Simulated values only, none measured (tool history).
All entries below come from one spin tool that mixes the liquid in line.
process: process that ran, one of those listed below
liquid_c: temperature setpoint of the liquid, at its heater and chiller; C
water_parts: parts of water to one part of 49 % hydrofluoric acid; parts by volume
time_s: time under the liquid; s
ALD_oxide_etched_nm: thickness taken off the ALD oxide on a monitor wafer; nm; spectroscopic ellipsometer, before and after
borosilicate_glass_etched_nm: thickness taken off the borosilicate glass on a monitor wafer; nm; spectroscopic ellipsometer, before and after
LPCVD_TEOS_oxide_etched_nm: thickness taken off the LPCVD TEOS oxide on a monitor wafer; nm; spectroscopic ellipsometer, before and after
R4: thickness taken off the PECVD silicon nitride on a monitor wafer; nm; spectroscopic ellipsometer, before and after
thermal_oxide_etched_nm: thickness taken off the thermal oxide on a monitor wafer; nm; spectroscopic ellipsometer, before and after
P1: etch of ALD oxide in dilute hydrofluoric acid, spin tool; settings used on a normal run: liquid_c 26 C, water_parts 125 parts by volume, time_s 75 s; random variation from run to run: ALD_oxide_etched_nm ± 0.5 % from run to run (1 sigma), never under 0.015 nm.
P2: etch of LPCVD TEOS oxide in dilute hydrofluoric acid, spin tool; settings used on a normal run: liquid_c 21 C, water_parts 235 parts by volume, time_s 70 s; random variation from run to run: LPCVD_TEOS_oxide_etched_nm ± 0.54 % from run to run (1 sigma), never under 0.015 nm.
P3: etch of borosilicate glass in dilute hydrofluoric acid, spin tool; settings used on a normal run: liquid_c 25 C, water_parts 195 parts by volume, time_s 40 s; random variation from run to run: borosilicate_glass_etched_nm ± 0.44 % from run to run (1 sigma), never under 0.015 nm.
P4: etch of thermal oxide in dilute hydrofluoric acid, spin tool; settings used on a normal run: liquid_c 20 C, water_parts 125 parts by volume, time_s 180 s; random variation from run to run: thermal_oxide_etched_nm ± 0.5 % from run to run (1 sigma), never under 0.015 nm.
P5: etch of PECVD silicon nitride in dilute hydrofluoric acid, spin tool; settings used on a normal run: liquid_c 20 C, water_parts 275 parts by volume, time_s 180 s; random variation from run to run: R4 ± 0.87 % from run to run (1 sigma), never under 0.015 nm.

{"run": 1, "hour": 9.8, "process": "P1", "liquid_c": 26, "water_parts": 125, "time_s": 75, "ALD_oxide_etched_nm": 17.147}
{"run": 2, "hour": 17.2, "process": "P1", "liquid_c": 26, "water_parts": 125, "time_s": 75, "ALD_oxide_etched_nm": 17.219}
{"run": 3, "hour": 28.3, "process": "P3", "liquid_c": 21.5, "water_parts": 195, "time_s": 40, "borosilicate_glass_etched_nm": 5.7382}
{"run": 4, "hour": 35.8, "process": "P2", "liquid_c": 21, "water_parts": 235, "time_s": 70, "LPCVD_TEOS_oxide_etched_nm": 12.914}
{"run": 5, "hour": 42.6, "process": "P3", "liquid_c": 25, "water_parts": 195, "time_s": 15, "borosilicate_glass_etched_nm": 2.4784}
{"run": 6, "hour": 52.0, "process": "P5", "liquid_c": 20, "water_parts": 275, "time_s": 180, "R4": 2.6978}
{"run": 7, "hour": 63.8, "process": "P1", "liquid_c": 26, "water_parts": 200, "time_s": 75, "ALD_oxide_etched_nm": 9.8893}
{"run": 8, "hour": 71.2, "process": "P4", "liquid_c": 20, "water_parts": 125, "time_s": 180, "thermal_oxide_etched_nm": 5.4896}
{"run": 9, "hour": 83.5, "process": "P1", "liquid_c": 26, "water_parts": 125, "time_s": 75, "ALD_oxide_etched_nm": 17.206}
{"run": 10, "hour": 90.6, "process": "P4", "liquid_c": 20, "water_parts": 125, "time_s": 30, "thermal_oxide_etched_nm": 0.91016}
{"run": 11, "hour": 98.6, "process": "P1", "liquid_c": 26, "water_parts": 125, "time_s": 75, "ALD_oxide_etched_nm": 17.271}
{"run": 12, "hour": 110.9, "process": "P4", "liquid_c": 20, "water_parts": 185, "time_s": 180, "thermal_oxide_etched_nm": 3.4734}
{"run": 13, "hour": 119.2, "process": "P1", "liquid_c": 26, "water_parts": 55, "time_s": 75, "ALD_oxide_etched_nm": 42.649}
{"run": 14, "hour": 126.5, "process": "P1", "liquid_c": 26, "water_parts": 125, "time_s": 15, "ALD_oxide_etched_nm": 3.4252}
{"run": 15, "hour": 132.2, "process": "P1", "liquid_c": 26, "water_parts": 45, "time_s": 25, "ALD_oxide_etched_nm": 17.742}
{"run": 16, "hour": 139.8, "process": "P1", "liquid_c": 26, "water_parts": 125, "time_s": 140, "ALD_oxide_etched_nm": 31.785}
{"run": 17, "hour": 147.5, "process": "P3", "liquid_c": 25, "water_parts": 195, "time_s": 40, "borosilicate_glass_etched_nm": 6.4795}
{"run": 18, "hour": 155.7, "process": "P1", "liquid_c": 26, "water_parts": 125, "time_s": 75, "ALD_oxide_etched_nm": 17.35}
{"run": 19, "hour": 162.3, "process": "P2", "liquid_c": 21, "water_parts": 430, "time_s": 70, "LPCVD_TEOS_oxide_etched_nm": 5.9853}
{"run": 20, "hour": 168.0, "process": "P1", "liquid_c": 34, "water_parts": 125, "time_s": 75, "ALD_oxide_etched_nm": 22.883}
{"run": 21, "hour": 174.8, "process": "P1", "liquid_c": 18, "water_parts": 125, "time_s": 75, "ALD_oxide_etched_nm": 12.535}
{"run": 22, "hour": 186.7, "process": "P5", "liquid_c": 20, "water_parts": 95, "time_s": 180, "R4": 7.7094}
{"run": 23, "hour": 194.4, "process": "P2", "liquid_c": 25.5, "water_parts": 235, "time_s": 70, "LPCVD_TEOS_oxide_etched_nm": 15.372}
{"run": 24, "hour": 204.5, "process": "P2", "liquid_c": 21, "water_parts": 235, "time_s": 115, "LPCVD_TEOS_oxide_etched_nm": 21.356}
{"run": 25, "hour": 212.2, "process": "P3", "liquid_c": 25, "water_parts": 285, "time_s": 40, "borosilicate_glass_etched_nm": 4.0735}
{"run": 26, "hour": 223.9, "process": "P4", "liquid_c": 24, "water_parts": 125, "time_s": 180, "thermal_oxide_etched_nm": 6.4064}
{"run": 27, "hour": 231.5, "process": "P5", "liquid_c": 17, "water_parts": 275, "time_s": 180, "R4": 2.2546}
{"run": 28, "hour": 238.8, "process": "P5", "liquid_c": 20, "water_parts": 275, "time_s": 355, "R4": 5.3674}
{"run": 29, "hour": 247.2, "process": "P1", "liquid_c": 26, "water_parts": 125, "time_s": 75, "ALD_oxide_etched_nm": 17.001}
{"run": 30, "hour": 254.4, "process": "P1", "liquid_c": 26, "water_parts": 125, "time_s": 75, "ALD_oxide_etched_nm": 17.464}
{"run": 31, "hour": 264.9, "process": "P1", "liquid_c": 26, "water_parts": 125, "time_s": 75, "ALD_oxide_etched_nm": 18.15}
{"run": 32, "hour": 272.9, "process": "P1", "liquid_c": 26, "water_parts": 125, "time_s": 75, "ALD_oxide_etched_nm": 18.317}
{"run": 33, "hour": 278.6, "process": "P1", "liquid_c": 26, "water_parts": 125, "time_s": 75, "ALD_oxide_etched_nm": 18.291}
{"run": 34, "hour": 290.9, "process": "P1", "liquid_c": 26, "water_parts": 125, "time_s": 75, "ALD_oxide_etched_nm": 18.613}
{"run": 35, "hour": 298.0, "process": "P1", "liquid_c": 26, "water_parts": 125, "time_s": 75, "ALD_oxide_etched_nm": 18.638}
{"run": 36, "hour": 304.7, "process": "P1", "liquid_c": 26, "water_parts": 125, "time_s": 75, "ALD_oxide_etched_nm": 18.572}
{"run": 37, "hour": 314.8, "process": "P1", "liquid_c": 26, "water_parts": 125, "time_s": 75, "ALD_oxide_etched_nm": 18.527}
{"run": 38, "hour": 325.6, "process": "P1", "liquid_c": 26, "water_parts": 125, "time_s": 75, "ALD_oxide_etched_nm": 18.667}
{"run": 39, "hour": 333.3, "process": "P1", "liquid_c": 26, "water_parts": 125, "time_s": 75, "ALD_oxide_etched_nm": 18.796}

What P1 gives has crept away from where it was. These 2 causes fit the log equally well, each at the size given:
A: hydrofluoric acid flow above the setpoint (%) = 8.08
B: liquid hotter than its thermometer reads (K) = 2.37
The gradual shift began around hour 247.2.

Each of the 4 check runs below uses one wafer; its results are left as question marks. Which run tells the causes apart?
{"run": "check 1", "hour": 341.0, "process": "P4", "liquid_c": 20, "water_parts": 125, "time_s": 180, "thermal_oxide_etched_nm": "?"}
{"run": "check 2", "hour": 341.0, "process": "P2", "liquid_c": 21, "water_parts": 235, "time_s": 70, "LPCVD_TEOS_oxide_etched_nm": "?"}
{"run": "check 3", "hour": 341.0, "process": "P3", "liquid_c": 25, "water_parts": 195, "time_s": 40, "borosilicate_glass_etched_nm": "?"}
{"run": "check 4", "hour": 341.0, "process": "P5", "liquid_c": 20, "water_parts": 275, "time_s": 180, "R4": "?"}

Outcome of each check run for each possible cause:
check=check_1 result=thermal_oxide_etched_nm if_A=5.9886 if_B=6.0304
check=check_2 result=LPCVD_TEOS_oxide_etched_nm if_A=14.35 if_B=14.244
check=check_3 result=borosilicate_glass_etched_nm if_A=7.1759 if_B=7.1175
check=check_4 result=R4 if_A=2.9397 if_B=3.1678
Distance between the nearest two causes, measured in the result of the check that separates them most: check 1 0.69 %; check 2 0.74 %; check 3 0.82 %; check 4 7.47 %
The causes can be told apart only by check 4. The other checks would give nearly the same results under each of them.

Check 4 was then run and gave: R4 2.9474 nm. Which cause is it?

It was cause A: hydrofluoric acid flow above the setpoint (%).
